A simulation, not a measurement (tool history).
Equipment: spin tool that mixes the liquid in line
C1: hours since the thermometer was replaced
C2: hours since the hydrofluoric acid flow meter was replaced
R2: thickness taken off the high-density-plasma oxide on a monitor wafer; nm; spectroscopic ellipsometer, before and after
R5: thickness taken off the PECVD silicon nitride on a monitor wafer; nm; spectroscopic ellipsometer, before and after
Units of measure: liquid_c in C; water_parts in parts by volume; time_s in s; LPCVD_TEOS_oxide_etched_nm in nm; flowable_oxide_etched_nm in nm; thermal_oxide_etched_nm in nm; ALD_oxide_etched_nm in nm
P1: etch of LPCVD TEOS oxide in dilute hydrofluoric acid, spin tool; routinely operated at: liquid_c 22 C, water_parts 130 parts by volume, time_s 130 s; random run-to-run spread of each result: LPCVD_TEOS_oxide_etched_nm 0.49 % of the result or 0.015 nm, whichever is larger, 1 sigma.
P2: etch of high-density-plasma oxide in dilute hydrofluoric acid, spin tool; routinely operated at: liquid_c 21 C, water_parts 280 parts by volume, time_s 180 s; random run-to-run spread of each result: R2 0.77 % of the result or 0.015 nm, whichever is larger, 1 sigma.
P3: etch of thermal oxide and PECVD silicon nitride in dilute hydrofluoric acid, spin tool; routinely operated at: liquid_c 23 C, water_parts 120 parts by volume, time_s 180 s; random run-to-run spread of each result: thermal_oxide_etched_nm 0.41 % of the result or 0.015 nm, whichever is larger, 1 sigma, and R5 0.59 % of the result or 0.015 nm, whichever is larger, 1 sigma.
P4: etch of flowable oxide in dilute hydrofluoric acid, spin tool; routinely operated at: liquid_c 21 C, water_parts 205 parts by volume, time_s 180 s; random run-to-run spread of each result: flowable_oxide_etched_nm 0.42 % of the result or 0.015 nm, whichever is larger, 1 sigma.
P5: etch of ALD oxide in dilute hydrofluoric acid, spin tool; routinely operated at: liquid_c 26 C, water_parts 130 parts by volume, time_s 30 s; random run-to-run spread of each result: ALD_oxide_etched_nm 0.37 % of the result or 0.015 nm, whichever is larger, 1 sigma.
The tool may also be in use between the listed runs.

{"run": 1, "hour": 7.0, "process": "P1", "liquid_c": 22, "water_parts": 130, "time_s": 130, "C1": 485.7, "C2": 480.3, "LPCVD_TEOS_oxide_etched_nm": 44.827}
{"run": 2, "hour": 14.4, "process": "P2", "liquid_c": 21, "water_parts": 280, "time_s": 180, "C1": 493.1, "C2": 487.7, "R2": 3.3111}
{"run": 3, "hour": 18.6, "process": "P1", "liquid_c": 17, "water_parts": 130, "time_s": 130, "C1": 497.3, "C2": 491.9, "LPCVD_TEOS_oxide_etched_nm": 36.401}
{"run": 4, "hour": 23.5, "process": "P1", "liquid_c": 22, "water_parts": 130, "time_s": 55, "C1": 502.2, "C2": 496.8, "LPCVD_TEOS_oxide_etched_nm": 18.975}
{"run": 5, "hour": 26.9, "process": "P4", "liquid_c": 21, "water_parts": 130, "time_s": 180, "C1": 505.6, "C2": 500.2, "flowable_oxide_etched_nm": 62.961}
{"run": 6, "hour": 32.0, "process": "P1", "liquid_c": 22, "water_parts": 130, "time_s": 130, "C1": 510.7, "C2": 505.3, "LPCVD_TEOS_oxide_etched_nm": 44.645}
{"run": 7, "hour": 37.1, "process": "P2", "liquid_c": 17, "water_parts": 280, "time_s": 180, "C1": 515.8, "C2": 510.4, "R2": 2.8584}
{"run": 8, "hour": 42.8, "process": "P4", "liquid_c": 25, "water_parts": 205, "time_s": 180, "C1": 521.5, "C2": 516.1, "flowable_oxide_etched_nm": 43.352}
{"run": 9, "hour": 48.8, "process": "P3", "liquid_c": 23, "water_parts": 120, "time_s": 320, "C1": 527.5, "C2": 522.1, "thermal_oxide_etched_nm": 11.686, "R5": 6.3897}
{"run": 10, "hour": 53.4, "process": "P2", "liquid_c": 21, "water_parts": 460, "time_s": 180, "C1": 532.1, "C2": 526.7, "R2": 1.7398}
{"run": 11, "hour": 58.4, "process": "P5", "liquid_c": 26, "water_parts": 205, "time_s": 30, "C1": 537.1, "C2": 531.7, "ALD_oxide_etched_nm": 3.4051}
{"run": 12, "hour": 64.9, "process": "P1", "liquid_c": 17, "water_parts": 30, "time_s": 130, "C1": 543.6, "C2": 538.2, "LPCVD_TEOS_oxide_etched_nm": 177.68}
{"run": 13, "hour": 70.2, "process": "P1", "liquid_c": 22, "water_parts": 45, "time_s": 130, "C1": 548.9, "C2": 543.5, "LPCVD_TEOS_oxide_etched_nm": 142.68}
{"run": 14, "hour": 77.5, "process": "P3", "liquid_c": 23, "water_parts": 120, "time_s": 180, "C1": 556.2, "C2": 550.8, "thermal_oxide_etched_nm": 6.5556, "R5": 3.6026}
{"hour": 83.5, "done": "thermometer replaced"}
{"run": 15, "hour": 83.5, "process": "P1", "liquid_c": 26, "water_parts": 130, "time_s": 130, "C1": 0.1, "C2": 556.8, "LPCVD_TEOS_oxide_etched_nm": 52.345}
{"run": 16, "hour": 86.9, "process": "P1", "liquid_c": 22, "water_parts": 130, "time_s": 130, "C1": 3.5, "C2": 560.2, "LPCVD_TEOS_oxide_etched_nm": 44.742}
{"run": 17, "hour": 91.4, "process": "P2", "liquid_c": 21, "water_parts": 280, "time_s": 180, "C1": 8, "C2": 564.7, "R2": 3.3581}
{"run": 18, "hour": 95.4, "process": "P1", "liquid_c": 22, "water_parts": 130, "time_s": 130, "C1": 12, "C2": 568.7, "LPCVD_TEOS_oxide_etched_nm": 44.914}
{"run": 19, "hour": 102.3, "process": "P3", "liquid_c": 19, "water_parts": 120, "time_s": 180, "C1": 18.9, "C2": 575.6, "thermal_oxide_etched_nm": 5.556, "R5": 2.7574}
{"run": 20, "hour": 108.0, "process": "P1", "liquid_c": 22, "water_parts": 130, "time_s": 130, "C1": 24.6, "C2": 581.3, "LPCVD_TEOS_oxide_etched_nm": 44.971}
{"run": 21, "hour": 112.8, "process": "P3", "liquid_c": 23, "water_parts": 30, "time_s": 180, "C1": 29.4, "C2": 586.1, "thermal_oxide_etched_nm": 29.326, "R5": 14.024}
{"run": 22, "hour": 117.5, "process": "P5", "liquid_c": 18.5, "water_parts": 130, "time_s": 30, "C1": 34.1, "C2": 590.8, "ALD_oxide_etched_nm": 4.3525}
{"run": 23, "hour": 121.1, "process": "P5", "liquid_c": 26, "water_parts": 130, "time_s": 30, "C1": 37.7, "C2": 594.4, "ALD_oxide_etched_nm": 5.885}
{"run": 24, "hour": 126.5, "process": "P1", "liquid_c": 22, "water_parts": 130, "time_s": 130, "C1": 43.1, "C2": 599.8, "LPCVD_TEOS_oxide_etched_nm": 44.843}
{"run": 25, "hour": 133.5, "process": "P2", "liquid_c": 21, "water_parts": 280, "time_s": 285, "C1": 50.1, "C2": 606.8, "R2": 5.3236}
{"run": 26, "hour": 138.0, "process": "P1", "liquid_c": 22, "water_parts": 130, "time_s": 255, "C1": 54.6, "C2": 611.3, "LPCVD_TEOS_oxide_etched_nm": 88.232}
{"run": 27, "hour": 144.9, "process": "P5", "liquid_c": 26, "water_parts": 130, "time_s": 15, "C1": 61.5, "C2": 618.2, "ALD_oxide_etched_nm": 2.9358}
{"run": 28, "hour": 151.8, "process": "P1", "liquid_c": 22, "water_parts": 45, "time_s": 255, "C1": 68.4, "C2": 625.1, "LPCVD_TEOS_oxide_etched_nm": 281.98}
{"run": 29, "hour": 156.3, "process": "P1", "liquid_c": 22, "water_parts": 220, "time_s": 130, "C1": 72.9, "C2": 629.6, "LPCVD_TEOS_oxide_etched_nm": 24.027}
{"run": 30, "hour": 161.8, "process": "P3", "liquid_c": 23, "water_parts": 120, "time_s": 180, "C1": 78.4, "C2": 635.1, "thermal_oxide_etched_nm": 6.5502, "R5": 3.63}
{"run": 31, "hour": 168.8, "process": "P4", "liquid_c": 21, "water_parts": 205, "time_s": 180, "C1": 85.4, "C2": 642.1, "flowable_oxide_etched_nm": 36.859}

For run 32, what comes out?
{"run": 32, "hour": 173.1, "process": "P5", "liquid_c": 26, "water_parts": 130, "time_s": 30, "C1": 89.7, "C2": 646.4, "ALD_oxide_etched_nm": "?"}

ALD_oxide_etched_nm: 5.8556 nm

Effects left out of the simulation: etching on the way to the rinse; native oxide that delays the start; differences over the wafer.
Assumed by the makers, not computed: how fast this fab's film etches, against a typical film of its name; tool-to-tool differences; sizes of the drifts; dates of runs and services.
